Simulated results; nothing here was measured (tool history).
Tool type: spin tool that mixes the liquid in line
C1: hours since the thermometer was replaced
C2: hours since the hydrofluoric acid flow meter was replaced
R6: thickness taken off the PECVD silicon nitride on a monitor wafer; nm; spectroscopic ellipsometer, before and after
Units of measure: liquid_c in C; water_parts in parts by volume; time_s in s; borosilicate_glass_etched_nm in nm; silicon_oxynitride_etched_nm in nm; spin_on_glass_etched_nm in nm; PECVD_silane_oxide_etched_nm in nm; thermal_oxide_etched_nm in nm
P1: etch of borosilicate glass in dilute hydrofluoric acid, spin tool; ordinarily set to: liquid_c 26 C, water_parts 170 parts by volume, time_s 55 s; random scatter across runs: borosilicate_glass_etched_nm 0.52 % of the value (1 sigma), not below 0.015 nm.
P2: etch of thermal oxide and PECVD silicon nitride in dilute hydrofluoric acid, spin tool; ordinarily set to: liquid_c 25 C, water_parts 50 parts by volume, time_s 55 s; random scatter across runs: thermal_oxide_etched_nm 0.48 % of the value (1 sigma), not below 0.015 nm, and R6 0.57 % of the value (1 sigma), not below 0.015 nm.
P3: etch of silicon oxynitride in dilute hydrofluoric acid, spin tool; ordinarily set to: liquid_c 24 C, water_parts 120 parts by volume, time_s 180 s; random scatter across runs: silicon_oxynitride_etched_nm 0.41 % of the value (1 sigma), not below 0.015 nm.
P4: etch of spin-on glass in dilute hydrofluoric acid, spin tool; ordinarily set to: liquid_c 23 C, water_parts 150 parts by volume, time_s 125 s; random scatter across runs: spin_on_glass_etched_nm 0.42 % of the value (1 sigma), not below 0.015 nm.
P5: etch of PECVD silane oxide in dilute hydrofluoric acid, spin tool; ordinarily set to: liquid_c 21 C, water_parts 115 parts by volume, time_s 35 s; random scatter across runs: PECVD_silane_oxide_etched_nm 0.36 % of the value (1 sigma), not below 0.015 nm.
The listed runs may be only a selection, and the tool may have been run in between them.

run 1 hour=9.6 | process=P1 liquid_c=26 water_parts=170 time_s=55 | C1=173.8 C2=998.3 | borosilicate_glass_etched_nm=11.897
run 2 hour=27.6 | process=P3 liquid_c=24 water_parts=215 time_s=180 | C1=191.8 C2=1016.3 | silicon_oxynitride_etched_nm=3.7399
run 3 hour=39.5 | process=P1 liquid_c=26 water_parts=170 time_s=85 | C1=203.7 C2=1028.2 | borosilicate_glass_etched_nm=18.414
run 4 hour=47.5 | process=P3 liquid_c=31 water_parts=120 time_s=180 | C1=211.7 C2=1036.2 | silicon_oxynitride_etched_nm=9.9945
run 5 hour=63.7 | process=P3 liquid_c=24 water_parts=120 time_s=335 | C1=227.9 C2=1052.4 | silicon_oxynitride_etched_nm=13.458
run 6 hour=78 | process=P1 liquid_c=26 water_parts=170 time_s=55 | C1=242.2 C2=1066.7 | borosilicate_glass_etched_nm=11.805
-- hour=79.7 hydrofluoric acid flow meter replaced
run 7 hour=94.1 | process=P1 liquid_c=33 water_parts=170 time_s=100 | C1=258.3 C2=14.5 | borosilicate_glass_etched_nm=27.952
run 8 hour=110 | process=P1 liquid_c=26 water_parts=260 time_s=55 | C1=274.2 C2=30.4 | borosilicate_glass_etched_nm=7.126
run 9 hour=118 | process=P4 liquid_c=17 water_parts=150 time_s=125 | C1=282.2 C2=38.4 | spin_on_glass_etched_nm=24.886
run 10 hour=128.3 | process=P1 liquid_c=26 water_parts=255 time_s=15 | C1=292.5 C2=48.7 | borosilicate_glass_etched_nm=1.9678
run 11 hour=141.8 | process=P1 liquid_c=26 water_parts=170 time_s=55 | C1=306 C2=62.2 | borosilicate_glass_etched_nm=11.878
run 12 hour=155 | process=P5 liquid_c=21 water_parts=115 time_s=35 | C1=319.2 C2=75.4 | PECVD_silane_oxide_etched_nm=6.0107
run 13 hour=171.9 | process=P4 liquid_c=23 water_parts=150 time_s=125 | C1=336.1 C2=92.3 | spin_on_glass_etched_nm=31.461
run 14 hour=189.7 | process=P1 liquid_c=31.5 water_parts=170 time_s=55 | C1=353.9 C2=110.1 | borosilicate_glass_etched_nm=14.618
run 15 hour=207.2 | process=P2 liquid_c=25 water_parts=20 time_s=55 | C1=371.4 C2=127.6 | thermal_oxide_etched_nm=14.944 R6=9.129
run 16 hour=225 | process=P4 liquid_c=23 water_parts=150 time_s=35 | C1=389.2 C2=145.4 | spin_on_glass_etched_nm=8.8839
run 17 hour=239.4 | process=P5 liquid_c=21 water_parts=70 time_s=35 | C1=403.6 C2=159.8 | PECVD_silane_oxide_etched_nm=10.476
run 18 hour=257.5 | process=P1 liquid_c=26 water_parts=55 time_s=55 | C1=421.7 C2=177.9 | borosilicate_glass_etched_nm=42.722
run 19 hour=270.3 | process=P4 liquid_c=23 water_parts=30 time_s=125 | C1=434.5 C2=190.7 | spin_on_glass_etched_nm=184.31
run 20 hour=282.6 | process=P2 liquid_c=25 water_parts=50 time_s=55 | C1=446.8 C2=203 | thermal_oxide_etched_nm=5.789 R6=3.7414
run 21 hour=296.3 | process=P2 liquid_c=31.5 water_parts=50 time_s=55 | C1=460.5 C2=216.7 | thermal_oxide_etched_nm=7.4888 R6=5.7467
run 22 hour=311.5 | process=P1 liquid_c=26 water_parts=170 time_s=55 | C1=475.7 C2=231.9 | borosilicate_glass_etched_nm=11.995
run 23 hour=328.8 | process=P5 liquid_c=21 water_parts=115 time_s=65 | C1=493 C2=249.2 | PECVD_silane_oxide_etched_nm=11.151
run 24 hour=343.8 | process=P1 liquid_c=26 water_parts=170 time_s=20 | C1=508 C2=264.2 | borosilicate_glass_etched_nm=4.3107
run 25 hour=354.5 | process=P1 liquid_c=26 water_parts=170 time_s=55 | C1=518.7 C2=274.9 | borosilicate_glass_etched_nm=12.011
run 26 hour=367.1 | process=P1 liquid_c=21 water_parts=170 time_s=55 | C1=531.3 C2=287.5 | borosilicate_glass_etched_nm=9.8417
run 27 hour=382.3 | process=P5 liquid_c=26 water_parts=115 time_s=35 | C1=546.5 C2=302.7 | PECVD_silane_oxide_etched_nm=7.3544
run 28 hour=395.7 | process=P2 liquid_c=25 water_parts=50 time_s=15 | C1=559.9 C2=316.1 | thermal_oxide_etched_nm=1.5865 R6=1.0615
run 29 hour=408.8 | process=P1 liquid_c=26 water_parts=170 time_s=55 | C1=573 C2=329.2 | borosilicate_glass_etched_nm=12.056
run 30 hour=421.6 | process=P3 liquid_c=24 water_parts=120 time_s=180 | C1=585.8 C2=342 | silicon_oxynitride_etched_nm=7.1958
run 31 hour=435.4 | process=P1 liquid_c=26 water_parts=170 time_s=55 | C1=599.6 C2=355.8 | borosilicate_glass_etched_nm=11.927
run 32 hour=447.1 | process=P1 liquid_c=26 water_parts=170 time_s=55 | C1=611.3 C2=367.5 | borosilicate_glass_etched_nm=12.307
run 33 hour=460.3 | process=P1 liquid_c=26 water_parts=170 time_s=55 | C1=624.5 C2=380.7 | borosilicate_glass_etched_nm=12.509
run 34 hour=474 | process=P1 liquid_c=26 water_parts=170 time_s=55 | C1=638.2 C2=394.4 | borosilicate_glass_etched_nm=12.68
run 35 hour=483.4 | process=P1 liquid_c=26 water_parts=170 time_s=55 | C1=647.6 C2=403.8 | borosilicate_glass_etched_nm=12.782

Run 36, settings as shown, results not yet in. Your forecast:
run 36 hour=496 | process=P1 liquid_c=26 water_parts=170 time_s=55 | C1=660.2 C2=416.4 | borosilicate_glass_etched_nm=?

{"run 36": {"borosilicate_glass_etched_nm": 12.666}}
